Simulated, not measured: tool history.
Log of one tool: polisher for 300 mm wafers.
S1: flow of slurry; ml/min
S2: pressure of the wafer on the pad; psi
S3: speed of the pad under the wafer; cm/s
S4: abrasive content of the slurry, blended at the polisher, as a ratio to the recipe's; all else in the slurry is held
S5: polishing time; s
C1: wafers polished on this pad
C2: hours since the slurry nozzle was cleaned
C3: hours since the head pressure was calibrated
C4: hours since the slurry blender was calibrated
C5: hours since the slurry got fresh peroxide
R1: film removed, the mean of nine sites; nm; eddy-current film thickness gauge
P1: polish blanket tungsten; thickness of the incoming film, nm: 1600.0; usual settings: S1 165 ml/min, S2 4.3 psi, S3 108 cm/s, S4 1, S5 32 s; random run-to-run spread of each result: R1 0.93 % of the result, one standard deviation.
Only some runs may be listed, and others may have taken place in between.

Run 1, hour 3: S1 165 ml/min, S2 4.3 psi, S3 108 cm/s, S4 1, S5 32 s; C1 659; C2 465.1; C3 291.7; C4 93.9; C5 62.6. Result: R1 201.72 nm.
Run 2, hour 5.2: S1 165 ml/min, S2 4.3 psi, S3 108 cm/s, S4 1, S5 49 s; C1 688; C2 467.3; C3 293.9; C4 96.1; C5 64.8. Result: R1 317.74 nm.
Run 3, hour 8.7: S1 165 ml/min, S2 4.3 psi, S3 108 cm/s, S4 0.55, S5 32 s; C1 734; C2 470.8; C3 297.4; C4 99.6; C5 68.3. Result: R1 181.13 nm.
Run 4, hour 12.8: S1 165 ml/min, S2 4.3 psi, S3 54 cm/s, S4 1, S5 32 s; C1 788; C2 474.9; C3 301.5; C4 103.7; C5 72.4. Result: R1 104.4 nm.
Run 5, hour 15.9: S1 165 ml/min, S2 6.2 psi, S3 108 cm/s, S4 1, S5 32 s; C1 829; C2 478; C3 304.6; C4 106.8; C5 75.5. Result: R1 295.28 nm.
Run 6, hour 18.3: S1 165 ml/min, S2 4.3 psi, S3 108 cm/s, S4 1, S5 32 s; C1 861; C2 480.4; C3 307; C4 109.2; C5 77.9. Result: R1 205.16 nm.
Run 7, hour 22.3: S1 165 ml/min, S2 4.3 psi, S3 166 cm/s, S4 1, S5 32 s; C1 913; C2 484.4; C3 311; C4 113.2; C5 81.9. Result: R1 315.8 nm.
Run 8, hour 26.9: S1 105 ml/min, S2 4.3 psi, S3 108 cm/s, S4 1, S5 32 s; C1 974; C2 489; C3 315.6; C4 117.8; C5 86.5. Result: R1 190.13 nm.
Run 9, hour 29.9: S1 165 ml/min, S2 4.3 psi, S3 108 cm/s, S4 1.3, S5 32 s; C1 1013; C2 492; C3 318.6; C4 120.8; C5 89.5. Result: R1 224.4 nm.
At hour 31.5: worn pad replaced by a new one.
Run 10, hour 32.5: S1 235 ml/min, S2 4.3 psi, S3 108 cm/s, S4 1.25, S5 32 s; C1 13; C2 494.6; C3 321.2; C4 123.4; C5 92.1. Result: R1 232.13 nm.
Run 11, hour 36.4: S1 165 ml/min, S2 4.3 psi, S3 108 cm/s, S4 1, S5 32 s; C1 64; C2 498.5; C3 325.1; C4 127.3; C5 96. Result: R1 207.81 nm.
Run 12, hour 40.9: S1 165 ml/min, S2 4.3 psi, S3 108 cm/s, S4 1, S5 18 s; C1 123; C2 503; C3 329.6; C4 131.8; C5 100.5. Result: R1 117.54 nm.
Run 13, hour 43.2: S1 165 ml/min, S2 4.3 psi, S3 108 cm/s, S4 1, S5 32 s; C1 154; C2 505.3; C3 331.9; C4 134.1; C5 102.8. Result: R1 205.5 nm.
Run 14, hour 47.6: S1 165 ml/min, S2 4.3 psi, S3 108 cm/s, S4 1, S5 32 s; C1 212; C2 509.7; C3 336.3; C4 138.5; C5 107.2. Result: R1 207.1 nm.
Run 15, hour 50.9: S1 120 ml/min, S2 4.3 psi, S3 108 cm/s, S4 1, S5 15 s; C1 255; C2 513; C3 339.6; C4 141.8; C5 110.5. Result: R1 91.474 nm.
Run 16, hour 53.5: S1 100 ml/min, S2 4.3 psi, S3 108 cm/s, S4 1.45, S5 32 s; C1 289; C2 515.6; C3 342.2; C4 144.4; C5 113.1. Result: R1 207.38 nm.
Run 17, hour 56.8: S1 165 ml/min, S2 4.3 psi, S3 108 cm/s, S4 1, S5 32 s; C1 333; C2 518.9; C3 345.5; C4 147.7; C5 116.4. Result: R1 208.2 nm.
Run 18, hour 60.2: S1 165 ml/min, S2 2.4 psi, S3 108 cm/s, S4 1, S5 32 s; C1 378; C2 522.3; C3 348.9; C4 151.1; C5 119.8. Result: R1 116.9 nm.
Run 19, hour 63.1: S1 265 ml/min, S2 4.3 psi, S3 108 cm/s, S4 1, S5 32 s; C1 416; C2 525.2; C3 351.8; C4 154; C5 122.7. Result: R1 224.35 nm.
Run 20, hour 66.6: S1 165 ml/min, S2 4.3 psi, S3 108 cm/s, S4 1, S5 32 s; C1 462; C2 528.7; C3 355.3; C4 157.5; C5 126.2. Result: R1 207.89 nm.
Run 21, hour 69.5: S1 165 ml/min, S2 4.3 psi, S3 108 cm/s, S4 1, S5 32 s; C1 500; C2 531.6; C3 358.2; C4 160.4; C5 129.1. Result: R1 199.99 nm.
Run 22, hour 71.7: S1 165 ml/min, S2 4.3 psi, S3 108 cm/s, S4 1, S5 32 s; C1 529; C2 533.8; C3 360.4; C4 162.6; C5 131.3. Result: R1 199.76 nm.
Run 23, hour 75.4: S1 165 ml/min, S2 4.3 psi, S3 108 cm/s, S4 1, S5 32 s; C1 578; C2 537.5; C3 364.1; C4 166.3; C5 135. Result: R1 197.02 nm.
At hour 77.7: head pressure recalibrated.
Run 24, hour 79.2: S1 165 ml/min, S2 4.3 psi, S3 108 cm/s, S4 1, S5 32 s; C1 628; C2 541.3; C3 1.6; C4 170.1; C5 138.8. Result: R1 194.31 nm.
At hour 80.1: worn pad replaced by a new one.
At hour 80.1: slurry tank refilled with fresh slurry and peroxide.
Run 25, hour 82.8: S1 165 ml/min, S2 4.3 psi, S3 108 cm/s, S4 1, S5 32 s; C1 36; C2 544.9; C3 5.2; C4 173.7; C5 2.8. Result: R1 193.64 nm.
Run 26, hour 87.3: S1 165 ml/min, S2 4.3 psi, S3 108 cm/s, S4 1, S5 32 s; C1 96; C2 549.4; C3 9.7; C4 178.2; C5 7.3. Result: R1 193.75 nm.
Run 27, hour 90.8: S1 165 ml/min, S2 4.3 psi, S3 108 cm/s, S4 1, S5 32 s; C1 142; C2 552.9; C3 13.2; C4 181.7; C5 10.8. Result: R1 194.81 nm.
Run 28, hour 94.4: S1 165 ml/min, S2 4.3 psi, S3 108 cm/s, S4 1, S5 32 s; C1 189; C2 556.5; C3 16.8; C4 185.3; C5 14.4. Result: R1 189.72 nm.

What P1 gives has crept away from where it was. These 2 causes fit the log equally well, each at the size given:
A: abrasive missing from the slurry, % = 28.7
B: slurry flow missing at the pad, % = 33.7
At approximately hour 66.6, the process output began to creep.
Each remaining cause and why it is not a fit:
removal rate lost through wear of the pad, %: work on it at hour 80.1, done after the drift set in, did not restore what the process gave before
head's pressure below its setpoint, %: work on it at hour 77.7, done after the drift set in, did not restore what the process gave before
peroxide lost from the slurry, %: work on it at hour 80.1, done after the drift set in, did not restore what the process gave before

Each of the check runs listed below is run on 5 wafers and reports their average, with the results left as question marks. Pick the one under which the possible causes would lead to clearly different results.
Run check 1, hour 98: S1 165 ml/min, S2 4.3 psi, S3 130 cm/s, S4 1, S5 32 s. Result: R1 ?.
Run check 2, hour 98: S1 115 ml/min, S2 4.3 psi, S3 108 cm/s, S4 1, S5 32 s. Result: R1 ?.
Run check 3, hour 98: S1 165 ml/min, S2 4.3 psi, S3 164 cm/s, S4 1, S5 49 s. Result: R1 ?.
Run check 4, hour 98: S1 165 ml/min, S2 6 psi, S3 108 cm/s, S4 0.75, S5 32 s. Result: R1 ?.

What every check run would give for each of its results, assuming each possible cause in turn:
  check  result    if A    if B
check 1      R1  230.17  230.19
check 2      R1  178.75   173.5
check 3      R1  444.63  444.66
check 4      R1  250.09  249.52
Gap, in per cent, between the two causes that each check separates least, read from the result that separates them most: check 1 0.01 %; check 2 2.98 %; check 3 0.01 %; check 4 0.23 %
The causes can be told apart only by check 2. The other checks would give nearly the same results under each of them.

Check 2 has now been run. It gave: R1 177.88 nm. Which of the candidate causes is it?

It was cause A: abrasive missing from the slurry, %.
